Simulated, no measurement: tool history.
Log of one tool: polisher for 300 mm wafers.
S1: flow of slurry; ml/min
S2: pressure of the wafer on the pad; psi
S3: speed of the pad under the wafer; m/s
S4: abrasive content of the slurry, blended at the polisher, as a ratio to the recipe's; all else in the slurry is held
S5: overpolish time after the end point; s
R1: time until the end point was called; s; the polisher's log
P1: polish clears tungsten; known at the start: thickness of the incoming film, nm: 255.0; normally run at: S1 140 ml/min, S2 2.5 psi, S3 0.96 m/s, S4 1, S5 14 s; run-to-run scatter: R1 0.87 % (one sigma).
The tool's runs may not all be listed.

run    day   S1   S2    S3    S4  S5      R1
  1  0.296  140  2.5  0.96     1  14  71.276
  2  0.721  140  2.5  0.96     1  14  71.587
  3  1.088  220  2.5  0.96     1  14  67.578
  4  1.412   90  2.5  0.96     1  14  79.453
  5  1.612  140  2.5  0.96  1.35  14  66.021
  6  1.879  140  2.5  0.48     1  14  144.55
  7  2.208  140  1.6  0.96     1  14  112.86
  8  2.458  140  2.5  0.96   1.2   9  68.632
     2.583  -- slurry nozzle cleaned
  9  2.662  140  2.5  0.96     1  14  71.514
 10  2.854  140  2.5  0.96     1   5  72.521
 11  3.217  140  2.5  0.96     1  14   71.79
 12  3.558  140  2.5  0.96     1  14  71.807
 13  3.758  140  3.8  0.96  0.55  14  53.552
 14  3.971  140  2.5  0.96  0.65  14   79.92

Forecast run 15:
 15  4.233  140   4  0.96   1  14   ?

R1: 44.276 s

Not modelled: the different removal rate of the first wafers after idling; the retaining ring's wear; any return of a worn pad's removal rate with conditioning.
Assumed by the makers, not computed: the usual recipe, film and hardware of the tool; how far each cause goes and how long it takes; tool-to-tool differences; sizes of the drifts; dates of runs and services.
